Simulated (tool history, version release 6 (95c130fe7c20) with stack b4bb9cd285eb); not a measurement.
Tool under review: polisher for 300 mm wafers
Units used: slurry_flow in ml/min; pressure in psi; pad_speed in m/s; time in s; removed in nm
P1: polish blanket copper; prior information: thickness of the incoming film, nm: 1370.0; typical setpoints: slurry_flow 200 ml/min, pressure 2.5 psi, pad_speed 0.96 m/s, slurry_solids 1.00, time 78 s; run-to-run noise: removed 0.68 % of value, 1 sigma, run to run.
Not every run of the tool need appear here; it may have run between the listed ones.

run,day,slurry_flow,pressure,pad_speed,slurry_solids,time,wafers polished on this pad,hours since the slurry nozzle was cleaned,hours since the head pressure was calibrated,hours since the slurry blender was calibrated,removed
1,0.242,200,2.5,0.96,1.00,78,895,215.1,823.6,144.5,235.24
2,0.517,200,2.5,0.96,1.00,39,966,221.7,830.2,151.1,115.47
3,1.004,200,2.5,0.44,1.00,78,1093,233.4,841.9,162.8,107.11
4,1.421,200,2.5,0.96,1.45,78,1201,243.4,851.9,172.8,253.19
5,1.783,200,2.5,0.96,1.00,113,1295,252.1,860.6,181.5,341.20
6,2.138,120,2.5,0.96,1.00,78,1387,260.6,869.1,190.0,215.09
7,2.571,200,2.5,0.96,1.00,78,1500,271.0,879.5,200.4,232.09
8,2.946,200,2.5,0.96,0.55,78,1597,280.0,888.5,209.4,207.12
9,3.350,200,2.5,0.96,1.00,78,1702,289.7,898.2,219.1,235.77
10,3.879,200,2.5,1.40,1.00,78,1840,302.4,910.9,231.8,338.09
11,4.117,140,1.3,0.96,1.00,78,1901,308.1,916.6,237.5,114.58
12,4.367,200,1.1,0.96,1.00,78,1966,314.1,922.6,243.5,103.22
13,4.704,200,2.5,0.96,1.00,78,2054,322.2,930.7,251.6,232.98

Run 14 is up next; what results do you expect?
14,5.017,200,3.9,0.96,1.00,78,2135,329.7,938.2,259.1,?

{"run 14": {"removed": 363.0}}
